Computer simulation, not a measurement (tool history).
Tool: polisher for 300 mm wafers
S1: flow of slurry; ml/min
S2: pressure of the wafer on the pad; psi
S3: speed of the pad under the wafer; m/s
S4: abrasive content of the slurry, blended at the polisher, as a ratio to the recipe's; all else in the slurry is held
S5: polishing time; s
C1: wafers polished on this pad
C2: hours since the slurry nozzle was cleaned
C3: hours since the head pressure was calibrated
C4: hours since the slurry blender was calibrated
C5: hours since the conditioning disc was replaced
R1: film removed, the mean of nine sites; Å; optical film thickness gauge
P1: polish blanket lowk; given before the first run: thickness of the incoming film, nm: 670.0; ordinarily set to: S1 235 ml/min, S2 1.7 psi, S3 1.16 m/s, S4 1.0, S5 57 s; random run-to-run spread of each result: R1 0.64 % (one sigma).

{"run": 1, "hour": 7.3, "S1": 235, "S2": 1.7, "S3": 1.16, "S4": 1.0, "S5": 57, "C1": 777, "C2": 334.2, "C3": 246.0, "C4": 105.5, "C5": 26.8, "R1": 271.84}
{"run": 2, "hour": 18.3, "S1": 140, "S2": 1.7, "S3": 1.16, "S4": 1.0, "S5": 57, "C1": 925, "C2": 345.2, "C3": 257.0, "C4": 116.5, "C5": 37.8, "R1": 248.97}
{"run": 3, "hour": 28.3, "S1": 170, "S2": 1.7, "S3": 1.16, "S4": 1.0, "S5": 38, "C1": 1060, "C2": 355.2, "C3": 267.0, "C4": 126.5, "C5": 47.8, "R1": 172.67}
{"run": 4, "hour": 40.1, "S1": 235, "S2": 1.7, "S3": 1.16, "S4": 1.0, "S5": 81, "C1": 1219, "C2": 367.0, "C3": 278.8, "C4": 138.3, "C5": 59.6, "R1": 385.58}
{"run": 5, "hour": 52.0, "S1": 235, "S2": 1.7, "S3": 1.16, "S4": 1.0, "S5": 57, "C1": 1379, "C2": 378.9, "C3": 290.7, "C4": 150.2, "C5": 71.5, "R1": 271.4}
{"run": 6, "hour": 63.2, "S1": 235, "S2": 0.8, "S3": 0.88, "S4": 1.0, "S5": 57, "C1": 1530, "C2": 390.1, "C3": 301.9, "C4": 161.4, "C5": 82.7, "R1": 102.55}
{"run": 7, "hour": 77.3, "S1": 345, "S2": 1.7, "S3": 1.16, "S4": 1.0, "S5": 57, "C1": 1720, "C2": 404.2, "C3": 316.0, "C4": 175.5, "C5": 96.8, "R1": 282.33}
{"run": 8, "hour": 91.6, "S1": 235, "S2": 1.7, "S3": 1.16, "S4": 0.7, "S5": 57, "C1": 1912, "C2": 418.5, "C3": 330.3, "C4": 189.8, "C5": 111.1, "R1": 227.18}
{"run": 9, "hour": 100.7, "S1": 235, "S2": 2.6, "S3": 1.16, "S4": 1.0, "S5": 57, "C1": 2035, "C2": 427.6, "C3": 339.4, "C4": 198.9, "C5": 120.2, "R1": 418.06}
{"run": 10, "hour": 111.7, "S1": 235, "S2": 1.7, "S3": 1.16, "S4": 1.5, "S5": 57, "C1": 2183, "C2": 438.6, "C3": 350.4, "C4": 209.9, "C5": 131.2, "R1": 322.18}
{"run": 11, "hour": 119.8, "S1": 235, "S2": 1.7, "S3": 1.16, "S4": 1.0, "S5": 57, "C1": 2292, "C2": 446.7, "C3": 358.5, "C4": 218.0, "C5": 139.3, "R1": 269.47}
{"run": 12, "hour": 134.6, "S1": 235, "S2": 1.7, "S3": 1.16, "S4": 1.0, "S5": 57, "C1": 2491, "C2": 461.5, "C3": 373.3, "C4": 232.8, "C5": 154.1, "R1": 267.35}
{"run": 13, "hour": 146.2, "S1": 235, "S2": 1.7, "S3": 0.68, "S4": 1.0, "S5": 57, "C1": 2647, "C2": 473.1, "C3": 384.9, "C4": 244.4, "C5": 165.7, "R1": 177.6}
{"run": 14, "hour": 158.4, "S1": 235, "S2": 1.7, "S3": 1.6, "S4": 1.0, "S5": 57, "C1": 2812, "C2": 485.3, "C3": 397.1, "C4": 256.6, "C5": 177.9, "R1": 345.6}
{"run": 15, "hour": 174.3, "S1": 170, "S2": 1.7, "S3": 1.16, "S4": 1.2, "S5": 57, "C1": 3026, "C2": 501.2, "C3": 413.0, "C4": 272.5, "C5": 193.8, "R1": 279.16}
{"run": 16, "hour": 181.6, "S1": 235, "S2": 1.7, "S3": 1.16, "S4": 1.0, "S5": 27, "C1": 3124, "C2": 508.5, "C3": 420.3, "C4": 279.8, "C5": 201.1, "R1": 127.63}
{"run": 17, "hour": 195.1, "S1": 235, "S2": 0.8, "S3": 1.16, "S4": 1.0, "S5": 57, "C1": 3306, "C2": 522.0, "C3": 433.8, "C4": 293.3, "C5": 214.6, "R1": 127.28}
{"run": 18, "hour": 206.5, "S1": 235, "S2": 1.7, "S3": 1.16, "S4": 1.0, "S5": 57, "C1": 3459, "C2": 533.4, "C3": 445.2, "C4": 304.7, "C5": 226.0, "R1": 270.31}
{"run": 19, "hour": 218.7, "S1": 235, "S2": 1.7, "S3": 1.16, "S4": 1.0, "S5": 57, "C1": 3624, "C2": 545.6, "C3": 457.4, "C4": 316.9, "C5": 238.2, "R1": 269.89}
{"run": 20, "hour": 232.8, "S1": 235, "S2": 1.7, "S3": 1.16, "S4": 1.0, "S5": 57, "C1": 3813, "C2": 559.7, "C3": 471.5, "C4": 331.0, "C5": 252.3, "R1": 253.89}
{"run": 21, "hour": 244.3, "S1": 235, "S2": 1.7, "S3": 1.16, "S4": 1.0, "S5": 57, "C1": 3968, "C2": 571.2, "C3": 483.0, "C4": 342.5, "C5": 263.8, "R1": 248.63}
{"run": 22, "hour": 259.1, "S1": 235, "S2": 1.7, "S3": 1.16, "S4": 1.0, "S5": 57, "C1": 4167, "C2": 586.0, "C3": 497.8, "C4": 357.3, "C5": 278.6, "R1": 244.12}
{"hour": 265.8, "done": "slurry nozzle cleaned"}
{"run": 23, "hour": 273.7, "S1": 235, "S2": 1.7, "S3": 1.16, "S4": 1.0, "S5": 57, "C1": 4364, "C2": 7.9, "C3": 512.4, "C4": 371.9, "C5": 293.2, "R1": 240.87}
{"hour": 280.0, "done": "worn pad replaced by a new one"}
{"hour": 280.0, "done": "conditioning disc replaced and pad reconditioned"}
{"run": 24, "hour": 284.3, "S1": 235, "S2": 1.7, "S3": 1.16, "S4": 1.0, "S5": 57, "C1": 57, "C2": 18.5, "C3": 523.0, "C4": 382.5, "C5": 4.3, "R1": 240.36}

The next listed run, before its measurement:
{"run": 25, "hour": 295.7, "S1": 235, "S2": 1.7, "S3": 1.16, "S4": 1.0, "S5": 57, "C1": 211, "C2": 29.9, "C3": 534.4, "C4": 393.9, "C5": 15.7, "R1": "?"}

Run 25 measured R1 237.51 Å.
